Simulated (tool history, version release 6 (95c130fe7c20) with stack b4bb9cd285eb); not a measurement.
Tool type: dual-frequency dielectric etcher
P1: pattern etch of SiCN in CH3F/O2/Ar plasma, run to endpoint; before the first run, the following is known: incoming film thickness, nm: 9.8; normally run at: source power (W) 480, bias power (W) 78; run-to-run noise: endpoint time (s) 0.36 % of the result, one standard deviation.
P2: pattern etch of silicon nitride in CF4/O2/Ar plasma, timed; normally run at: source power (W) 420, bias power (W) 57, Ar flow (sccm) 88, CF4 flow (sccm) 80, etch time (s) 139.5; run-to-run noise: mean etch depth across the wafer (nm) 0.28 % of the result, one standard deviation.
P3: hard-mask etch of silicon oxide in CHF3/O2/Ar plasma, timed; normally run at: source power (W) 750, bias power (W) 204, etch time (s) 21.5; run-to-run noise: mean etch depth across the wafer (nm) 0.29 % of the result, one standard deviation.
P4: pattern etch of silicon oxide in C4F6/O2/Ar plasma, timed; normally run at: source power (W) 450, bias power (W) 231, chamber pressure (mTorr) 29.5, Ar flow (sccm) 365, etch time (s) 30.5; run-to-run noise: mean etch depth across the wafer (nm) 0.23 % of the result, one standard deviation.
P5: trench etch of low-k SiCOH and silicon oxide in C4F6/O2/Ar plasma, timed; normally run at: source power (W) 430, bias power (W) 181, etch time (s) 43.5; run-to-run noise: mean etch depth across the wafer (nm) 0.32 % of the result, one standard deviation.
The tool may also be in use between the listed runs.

| run | hour | process that ran | source power (W) | bias power (W) | Ar flow (sccm) | CF4 flow (sccm) | etch time (s) | chamber pressure (mTorr) | hours since the last wet clean | hours since the last source power generator calibration | hours since the last bias power generator calibration | endpoint time (s) | mean etch depth across the wafer (nm) |
|---|---|---|---|---|---|---|---|---|---|---|---|---|---|
| 1 | 3.6 | P1 | 480 | 78 |  |  |  |  | 86.7 | 1244.9 | 2058.4 | 23.616 |  |
| 2 | 6.4 | P1 | 480 | 78 |  |  |  |  | 89.5 | 1247.7 | 2061.2 | 23.883 |  |
| 3 | 11.2 | P2 | 330 | 57 | 88 | 80 | 139.5 |  | 94.3 | 1252.5 | 2066 |  | 195.72 |
| 4 | 15.4 | P3 | 750 | 135 |  |  | 21.5 |  | 98.5 | 1256.7 | 2070.2 |  | 41.848 |
| 5 | 19.4 | P5 | 430 | 181 |  |  | 58.5 |  | 102.5 | 1260.7 | 2074.2 |  | 195.33 |
|  | 21.2 | bias power generator calibrated |
| 6 | 23.9 | P2 | 420 | 57 | 88 | 49 | 139.5 |  | 107 | 1265.2 | 2.7 |  | 226.96 |
| 7 | 27.8 | P1 | 480 | 78 |  |  |  |  | 110.9 | 1269.1 | 6.6 | 23.937 |  |
| 8 | 31.3 | P1 | 480 | 101 |  |  |  |  | 114.4 | 1272.6 | 10.1 | 21.645 |  |
| 9 | 34.3 | P3 | 750 | 204 |  |  | 21.5 |  | 117.4 | 1275.6 | 13.1 |  | 48.098 |
| 10 | 38.4 | P4 | 450 | 231 | 365 |  | 44 | 29.5 | 121.5 | 1279.7 | 17.2 |  | 153.34 |
| 11 | 41.3 | P5 | 260 | 181 |  |  | 43.5 |  | 124.4 | 1282.6 | 20.1 |  | 119.07 |
| 12 | 44.4 | P2 | 420 | 79 | 88 | 80 | 139.5 |  | 127.5 | 1285.7 | 23.2 |  | 274.3 |
| 13 | 47.8 | P1 | 590 | 95 |  |  |  |  | 130.9 | 1289.1 | 26.6 | 20.547 |  |
|  | 52.2 | source power generator calibrated |
| 14 | 52.8 | P4 | 450 | 231 | 365 |  | 30.5 | 37 | 135.9 | 0.6 | 31.6 |  | 103.47 |
| 15 | 55.6 | P2 | 420 | 57 | 88 | 80 | 139.5 |  | 138.7 | 3.4 | 34.4 |  | 240.3 |
| 16 | 58.4 | P4 | 450 | 231 | 365 |  | 30.5 | 29.5 | 141.5 | 6.2 | 37.2 |  | 106.39 |
| 17 | 61.1 | P4 | 620 | 231 | 365 |  | 30.5 | 29.5 | 144.2 | 8.9 | 39.9 |  | 120.58 |
| 18 | 65.8 | P5 | 430 | 181 |  |  | 43.5 |  | 148.9 | 13.6 | 44.6 |  | 143.86 |
|  | 66.3 | wet clean of the chamber |
| 19 | 68.7 | P2 | 420 | 57 | 110 | 80 | 139.5 |  | 2.5 | 16.5 | 47.5 |  | 234.54 |
| 20 | 73 | P3 | 750 | 204 |  |  | 13.5 |  | 6.8 | 20.8 | 51.8 |  | 30.056 |
| 21 | 76.9 | P5 | 430 | 226 |  |  | 43.5 |  | 10.7 | 24.7 | 55.7 |  | 155.6 |
| 22 | 79.6 | P2 | 420 | 57 | 88 | 80 | 76.5 |  | 13.4 | 27.4 | 58.4 |  | 133.02 |
| 23 | 84.2 | P1 | 480 | 48 |  |  |  |  | 18 | 32 | 63 | 27.973 |  |
| 24 | 88.9 | P1 | 640 | 78 |  |  |  |  | 22.7 | 36.7 | 67.7 | 21.414 |  |
| 25 | 92.5 | P1 | 390 | 106 |  |  |  |  | 26.3 | 40.3 | 71.3 | 22.904 |  |
| 26 | 95.5 | P4 | 450 | 187 | 365 |  | 30.5 | 29.5 | 29.3 | 43.3 | 74.3 |  | 99.579 |
| 27 | 99.8 | P4 | 450 | 231 | 490 |  | 30.5 | 29.5 | 33.6 | 47.6 | 78.6 |  | 103.12 |
| 28 | 102.4 | P3 | 1040 | 204 |  |  | 21.5 |  | 36.2 | 50.2 | 81.2 |  | 54.167 |
| 29 | 105.3 | P1 | 280 | 78 |  |  |  |  | 39.1 | 53.1 | 84.1 | 28.961 |  |
| 30 | 108.9 | P1 | 310 | 97 |  |  |  |  | 42.7 | 56.7 | 87.7 | 25.866 |  |
| 31 | 113.7 | P1 | 480 | 78 |  |  |  |  | 47.5 | 61.5 | 92.5 | 23.771 |  |
| 32 | 117.8 | P1 | 480 | 78 |  |  |  |  | 51.6 | 65.6 | 96.6 | 23.756 |  |
| 33 | 121.3 | P1 | 480 | 78 |  |  |  |  | 55.1 | 69.1 | 100.1 | 24.112 |  |
| 34 | 125.2 | P1 | 480 | 78 |  |  |  |  | 59 | 73 | 104 | 24.099 |  |
| 35 | 129.2 | P1 | 480 | 78 |  |  |  |  | 63 | 77 | 108 | 24.307 |  |
|  | 131.6 | wet clean of the chamber |
| 36 | 133.9 | P1 | 480 | 78 |  |  |  |  | 2.4 | 81.7 | 112.7 | 24.109 |  |
| 37 | 137.2 | P1 | 480 | 78 |  |  |  |  | 5.7 | 85 | 116 | 24.258 |  |
| 38 | 141.9 | P1 | 480 | 78 |  |  |  |  | 10.4 | 89.7 | 120.7 | 24.257 |  |
| 39 | 145 | P1 | 480 | 78 |  |  |  |  | 13.5 | 92.8 | 123.8 | 24.204 |  |

P1 no longer gives what it gave before; its output has crept away from where it was. The following 2 causes, each at its listed size, fit the log equally well:
A: source power that arrives under what is set, % = 4.68
B: bias power that arrives under what is set, % = 4.98
Onset of the creep was near hour 117.8.
Excluded causes, each with its reason:
chamber walls in a state that lowers the etch rate, %: serviced at hour 131.6, after the drift had started, without restoring the earlier output

Of the 4 check runs listed below, each run on one wafer and each result written as a question mark, which would let you distinguish the listed causes because they would give clearly different results?
| check 1 | 148.1 | P3 | 750 | 204 |  |  | 21.5 |  |  |  |  |  | ? |
| check 2 | 148.1 | P5 | 430 | 181 |  |  | 43.5 |  |  |  |  |  | ? |
| check 3 | 148.1 | P4 | 450 | 231 | 365 |  | 30.5 | 29.5 |  |  |  |  | ? |
| check 4 | 148.1 | P2 | 420 | 57 | 88 | 80 | 139.5 |  |  |  |  |  | ? |

If the cause were each of the candidates in turn, the checks would give the following:
| check | result | if A | if B |
|---|---|---|---|
| check 1 | mean etch depth across the wafer (nm) | 47.04 | 47.088 |
| check 2 | mean etch depth across the wafer (nm) | 142.17 | 142.56 |
| check 3 | mean etch depth across the wafer (nm) | 104.5 | 104.67 |
| check 4 | mean etch depth across the wafer (nm) | 231.54 | 236.57 |
Minimum pairwise separation of causes per check, each pair taken at its best-separating result: check 1 0.1 %; check 2 0.27 %; check 3 0.17 %; check 4 2.15 %
Of the check runs offered, only check 4 discriminates between the causes; the rest would read about the same regardless of which cause applies.

Check 4 was then run and gave: mean etch depth across the wafer (nm) 231.18. Which cause is it?

It was cause A: source power that arrives under what is set, %.
